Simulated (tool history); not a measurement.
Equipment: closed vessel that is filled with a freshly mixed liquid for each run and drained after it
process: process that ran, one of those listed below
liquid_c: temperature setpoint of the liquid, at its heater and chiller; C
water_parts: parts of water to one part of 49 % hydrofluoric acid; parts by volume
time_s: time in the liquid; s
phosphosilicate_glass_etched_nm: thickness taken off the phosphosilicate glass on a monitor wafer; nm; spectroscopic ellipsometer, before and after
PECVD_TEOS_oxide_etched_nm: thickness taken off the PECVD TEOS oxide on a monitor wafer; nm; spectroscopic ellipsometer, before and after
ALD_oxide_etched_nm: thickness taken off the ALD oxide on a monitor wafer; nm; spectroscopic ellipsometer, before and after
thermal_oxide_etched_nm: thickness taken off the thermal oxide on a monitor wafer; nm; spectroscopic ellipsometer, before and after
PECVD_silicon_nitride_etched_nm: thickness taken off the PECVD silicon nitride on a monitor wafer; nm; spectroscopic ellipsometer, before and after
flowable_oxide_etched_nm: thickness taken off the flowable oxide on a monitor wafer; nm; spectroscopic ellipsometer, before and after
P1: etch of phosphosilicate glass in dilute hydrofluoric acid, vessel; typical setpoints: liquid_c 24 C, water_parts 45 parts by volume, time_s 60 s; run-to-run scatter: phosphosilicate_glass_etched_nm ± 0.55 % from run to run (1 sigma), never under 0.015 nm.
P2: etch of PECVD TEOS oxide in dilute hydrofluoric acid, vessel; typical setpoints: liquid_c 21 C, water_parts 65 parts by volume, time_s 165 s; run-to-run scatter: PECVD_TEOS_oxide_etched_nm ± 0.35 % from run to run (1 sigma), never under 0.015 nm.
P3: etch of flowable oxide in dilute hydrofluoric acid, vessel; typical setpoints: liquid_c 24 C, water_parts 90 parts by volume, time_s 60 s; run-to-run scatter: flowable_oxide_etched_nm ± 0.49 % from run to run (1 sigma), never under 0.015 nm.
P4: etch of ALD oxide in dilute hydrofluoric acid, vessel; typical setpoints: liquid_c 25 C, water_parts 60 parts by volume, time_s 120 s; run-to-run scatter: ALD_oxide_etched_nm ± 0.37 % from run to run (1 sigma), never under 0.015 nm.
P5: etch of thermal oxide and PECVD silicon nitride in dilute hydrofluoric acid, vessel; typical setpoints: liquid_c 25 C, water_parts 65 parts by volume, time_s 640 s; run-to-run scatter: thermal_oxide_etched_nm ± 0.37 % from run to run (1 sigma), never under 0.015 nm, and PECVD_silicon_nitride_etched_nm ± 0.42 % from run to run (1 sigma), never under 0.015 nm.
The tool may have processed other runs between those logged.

run,hour,process,liquid_c,water_parts,time_s,hours since the thermometer was replaced,hours since the hydrofluoric acid flow meter was replaced,phosphosilicate_glass_etched_nm,PECVD_TEOS_oxide_etched_nm,ALD_oxide_etched_nm,thermal_oxide_etched_nm,PECVD_silicon_nitride_etched_nm,flowable_oxide_etched_nm
1,7.3,P1,24,45,60,787.3,390.9,177.29,,,,,
2,14.4,P2,21,95,165,794.4,398,,34.295,,,,
3,26.3,P4,25,60,120,806.3,409.9,,,21.433,,,
4,41,P5,25,105,640,821,424.6,,,,29.387,36.51,
5,55.5,P5,19.5,65,640,835.5,439.1,,,,40.243,40.526,
6,62.7,P1,24,45,30,842.7,446.3,89.311,,,,,
7,72.6,P1,18,45,60,852.6,456.2,138.26,,,,,
8,80,P2,25,65,165,860,463.6,,61.364,,,,
9,95.7,P3,24,90,60,875.7,479.3,,,,,,29.277
10,105.7,P3,24,90,95,885.7,489.3,,,,,,46.667
11,118.2,P1,24,45,60,898.2,501.8,178.19,,,,,
12,130.5,P2,21,65,165,910.5,514.1,,52.122,,,,
13,139.6,P1,24,45,90,919.6,523.2,266.79,,,,,
14,154.8,P3,17.5,90,60,934.8,538.4,,,,,,22.333
15,165.8,P4,25,105,120,945.8,549.4,,,11.512,,,
16,173.4,P1,24,45,60,953.4,557,178.37,,,,,
17,183,P2,21,65,30,963,566.6,,9.4868,,,,
18,192.1,P1,24,45,60,972.1,575.7,179.94,,,,,
19,200.7,P1,24,45,60,980.7,584.3,178.98,,,,,
20,212,P3,24,135,60,992,595.6,,,,,,18.71
21,220.9,P4,25,60,215,1000.9,604.5,,,38.182,,,
22,234.5,P1,24,45,60,1014.5,618.1,178.13,,,,,
23,246.5,P5,25,65,640,1026.5,630.1,,,,49.849,58.774,
24,259.4,P5,25,65,640,1039.4,643,,,,50.14,58.246,
25,267.7,P1,29,25,60,1047.7,651.3,406.19,,,,,
26,277.1,P1,24,25,60,1057.1,660.7,329.65,,,,,
27,291.7,P4,30,60,120,1071.7,675.3,,,25.998,,,
28,303.6,P5,25,65,1220,1083.6,687.2,,,,95.508,112.74,
29,314,P1,32,45,60,1094,697.6,246.17,,,,,
30,328.9,P1,24,65,60,1108.9,712.5,119.9,,,,,
31,338.8,P3,24,90,60,1118.8,722.4,,,,,,29.616
32,353.1,P1,24,45,60,1133.1,736.7,178.66,,,,,
33,361.7,P1,24,45,60,1141.7,745.3,172.98,,,,,
34,372.5,P1,24,45,60,1152.5,756.1,171.52,,,,,
35,384.5,P1,24,45,60,1164.5,768.1,169.72,,,,,
36,395.9,P1,24,45,60,1175.9,779.5,166.07,,,,,
37,404.2,P1,24,45,60,1184.2,787.8,166.24,,,,,
38,415.1,P1,24,45,60,1195.1,798.7,167.11,,,,,
39,428.8,P1,24,45,60,1208.8,812.4,166.16,,,,,
40,442.7,P1,24,45,60,1222.7,826.3,164.89,,,,,
41,456.4,P1,24,45,60,1236.4,840,167.68,,,,,

Something has made what P1 gives creep away from where it was; the 2 causes below, each at its own stated size, fit the log equally well:
A: liquid colder than its thermometer reads (K) = 1.85
B: hydrofluoric acid flow below the setpoint (%) = 6.98
The onset of the drift is placed at about hour 353.1.

Which of the 4 check runs listed below separates the causes, so that each cause would produce a clearly different result? Each run uses one wafer, and its results are marked with question marks.
check 1,470.1,P5,25,65,640,,,,,,?,?,
check 2,470.1,P4,25,60,120,,,,,?,,,
check 3,470.1,P2,21,65,165,,,,?,,,,
check 4,470.1,P3,24,90,60,,,,,,,,?

Outcome of each check run for each possible cause:
check,result,if A,if B
check 1,thermal_oxide_etched_nm,46.487,46.317
check 1,PECVD_silicon_nitride_etched_nm,51.96,54.759
check 2,ALD_oxide_etched_nm,19.835,19.779
check 3,PECVD_TEOS_oxide_etched_nm,48.173,48.146
check 4,flowable_oxide_etched_nm,27.26,27.09
Minimum pairwise separation of causes per check, each pair taken at its best-separating result: check 1 5.25 %; check 2 0.28 %; check 3 0.05 %; check 4 0.63 %
Of the check runs offered, only check 1 discriminates between the causes; the rest would read about the same regardless of which cause applies.

Running check 1 produced the following: thermal_oxide_etched_nm 46.432 nm; PECVD_silicon_nitride_etched_nm 54.695 nm. Which one of the listed causes fits?

The correct cause is B, namely: hydrofluoric acid flow below the setpoint (%).
